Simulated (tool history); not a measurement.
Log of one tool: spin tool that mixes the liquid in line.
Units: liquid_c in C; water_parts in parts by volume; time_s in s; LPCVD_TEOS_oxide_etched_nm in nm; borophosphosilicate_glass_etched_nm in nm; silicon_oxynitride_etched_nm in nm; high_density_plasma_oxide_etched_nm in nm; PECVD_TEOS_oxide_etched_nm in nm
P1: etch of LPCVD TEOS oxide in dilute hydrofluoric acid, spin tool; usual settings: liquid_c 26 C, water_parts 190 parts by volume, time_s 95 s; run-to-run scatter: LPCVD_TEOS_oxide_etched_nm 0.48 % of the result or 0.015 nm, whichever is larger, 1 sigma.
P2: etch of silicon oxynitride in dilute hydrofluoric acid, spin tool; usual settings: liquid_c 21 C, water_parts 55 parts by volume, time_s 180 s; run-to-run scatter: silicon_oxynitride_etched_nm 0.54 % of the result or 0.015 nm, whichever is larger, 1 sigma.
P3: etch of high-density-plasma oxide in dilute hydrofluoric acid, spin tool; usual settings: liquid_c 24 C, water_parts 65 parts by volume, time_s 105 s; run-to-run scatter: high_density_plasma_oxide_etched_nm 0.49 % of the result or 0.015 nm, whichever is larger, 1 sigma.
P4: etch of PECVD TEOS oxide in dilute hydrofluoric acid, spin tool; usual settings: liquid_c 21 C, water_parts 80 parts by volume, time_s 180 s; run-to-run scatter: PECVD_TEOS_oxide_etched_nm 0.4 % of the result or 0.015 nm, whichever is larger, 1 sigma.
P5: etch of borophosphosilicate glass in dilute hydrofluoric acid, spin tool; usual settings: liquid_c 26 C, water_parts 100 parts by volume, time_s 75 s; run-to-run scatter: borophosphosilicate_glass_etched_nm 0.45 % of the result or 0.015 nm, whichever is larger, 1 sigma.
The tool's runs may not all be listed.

run	hour	process	liquid_c	water_parts	time_s	hours since the thermometer was replaced	hours since the hydrofluoric acid flow meter was replaced	LPCVD_TEOS_oxide_etched_nm	borophosphosilicate_glass_etched_nm	silicon_oxynitride_etched_nm	high_density_plasma_oxide_etched_nm	PECVD_TEOS_oxide_etched_nm
1	12.7	P1	26	190	95	633.6	85	12.652				
2	23.1	P5	26	185	75	644	95.4		17.98			
3	36.2	P1	26	190	95	657.1	108.5	12.667				
4	50.7	P2	21	55	180	671.6	123			9.3844		
5	57.5	P1	26	190	95	678.4	129.8	12.698				
6	68.5	P1	26	190	95	689.4	140.8	12.638				
7	82.7	P2	21	85	180	703.6	155			5.8917		
8	95.6	P1	26	190	45	716.5	167.9	5.9901				
9	110.3	P3	29.5	65	105	731.2	182.6				10.76	
10	120.2	P5	30	100	75	741.1	192.5		42.726			
11	128.2	P1	26	190	95	749.1	200.5	12.516				
12	138.1	P3	24	65	105	759	210.4				8.5767	
13	144.8	P1	26	190	95	765.7	217.1	12.643				
14	152	P2	21	55	180	772.9	224.3			9.4116		
15	165.2	P1	26	190	165	786.1	237.5	21.853				
16	177.3	P4	21	80	180	798.2	249.6					32.276
17	188	P4	21	140	180	808.9	260.3					17.163
18	202.2	P1	26	190	95	823.1	274.5	12.662				
19	215	P2	17	55	180	835.9	287.3			7.5829		
20	222.4	P4	28.5	80	180	843.3	294.7					43.266
21	230	P1	31	190	95	850.9	302.3	15.203				
# hour 230.5: hydrofluoric acid flow meter replaced
22	239	P4	21	80	295	859.9	8.5					53.084
23	247.1	P1	32	190	155	868	16.6	25.369				
24	259.6	P1	26	265	95	880.5	29.1	8.2828				
25	271.7	P5	26	100	75	892.6	41.2		37.054			
26	285.8	P3	24	115	105	906.7	55.3				4.5978	
27	293.2	P4	21	80	180	914.1	62.7					32.083
28	307.3	P2	21	55	275	928.2	76.8			14.2		
29	315.9	P3	24	65	210	936.8	85.4				17.117	
30	326.4	P5	26	100	25	947.3	95.9		12.23			
31	339.7	P1	26	105	95	960.6	109.2	25.491				
32	346.1	P1	21.5	190	95	967	115.6	10.697				

The next listed run, before its measurement:
33	360.7	P1	26	190	95	981.6	130.2	?				

Run 33 gave LPCVD_TEOS_oxide_etched_nm 12.622 nm.
